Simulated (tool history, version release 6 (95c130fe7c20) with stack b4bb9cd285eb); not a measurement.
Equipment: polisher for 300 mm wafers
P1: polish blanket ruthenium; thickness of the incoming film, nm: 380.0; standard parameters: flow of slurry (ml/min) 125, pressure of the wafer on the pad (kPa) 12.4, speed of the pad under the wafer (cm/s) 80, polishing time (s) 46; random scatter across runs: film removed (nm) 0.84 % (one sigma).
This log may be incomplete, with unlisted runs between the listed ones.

run   hour  flow of slurry (ml/min)  pressure of the wafer on the pad (kPa)  speed of the pad under the wafer (cm/s)  polishing time (s)  film removed (nm)
  1    5.3                      125                                    12.4                                       80                  46              33.13
  2     11                      125                                     8.3                                       80                  46             21.901
  3   14.7                      125                                    12.4                                      122                  46             49.642
  4   18.9                       75                                    12.4                                       80                  46             28.785
  5   23.5                      125                                    12.4                                       80                  46             32.797
  6     27                      125                                    12.4                                       40                  46             16.297
  7     33                      125                                    12.4                                       80                  46             32.992
  8   37.3                      190                                    12.4                                       80                  46             34.962
  9   43.5                      125                                    12.4                                       80                  46             32.392
 10   49.5                      125                                    12.4                                       80                  23             16.097
 11   55.4                       75                                     5.5                                       80                  46             12.675
 12   60.1                      125                                    17.9                                       80                  46             47.181
 13   66.6                      125                                    12.4                                       80                  46             32.802
 14   72.7                      125                                    12.4                                       80                  46             32.496
 15   76.8                      125                                    12.4                                       80                  60             42.005
 16   83.2                      165                                    12.4                                       80                  35              26.23
 17   88.9                      125                                    12.4                                       80                  46             33.253
 18   94.8                      125                                    12.4                                       80                  46             31.729
 19   99.9                      125                                    12.4                                       80                  46             31.081
 20  105.4                      125                                    12.4                                       80                  46             30.078
 21    110                      125                                    12.4                                       80                  46             30.369
     112.9  -- head pressure recalibrated
 22  114.6                      125                                    12.4                                       80                  46             30.343
 23  120.2                      125                                    12.4                                       80                  46             29.909
 24  125.5                      125                                    12.4                                       80                  46             29.924
 25  131.4                      125                                    12.4                                       80                  46             29.971

Something has made what P1 gives creep away from where it was; the 2 causes below, each at its own stated size, fit the log equally well:
A: removal rate lost through wear of the pad, % = 8.09
B: slurry flow missing at the pad, % = 29.6
Onset of the creep was near hour 88.9.
Excluded causes, each with its reason:
head's pressure below its setpoint, %: its service at hour 112.9 followed the start of the drift and did not put the process back to its old value

The 4 check runs listed below each average the results of 2 wafers, and their outcomes are marked with question marks. Under which run would the listed causes produce clearly different results?
check 1  137.3                      125                                    12.4                                      116                  32                  ?
check 2  137.3                      125                                    15.2                                       80                  27                  ?
check 3  137.3                       75                                    12.4                                       62                  46                  ?
check 4  137.3                      125                                    16.5                                      120                  46                  ?

What every check run would give for each of its results, assuming each possible cause in turn:
  check             result    if A    if B
check 1  film removed (nm)  30.232  30.232
check 2  film removed (nm)  21.501  21.502
check 3  film removed (nm)  20.351  19.436
check 4  film removed (nm)  59.943  59.944
Per check, the gap between the least separated pair of causes, taken in the result that splits them most: check 1 0 %; check 2 0 %; check 3 4.6 %; check 4 0 %
The other checks would show nearly matching results whichever cause is true, so check 3 is the only one that separates the causes.

With check 3 done, the readings were: film removed (nm) 19.602. Identify which of the listed causes applies.

It was cause B: slurry flow missing at the pad, %.
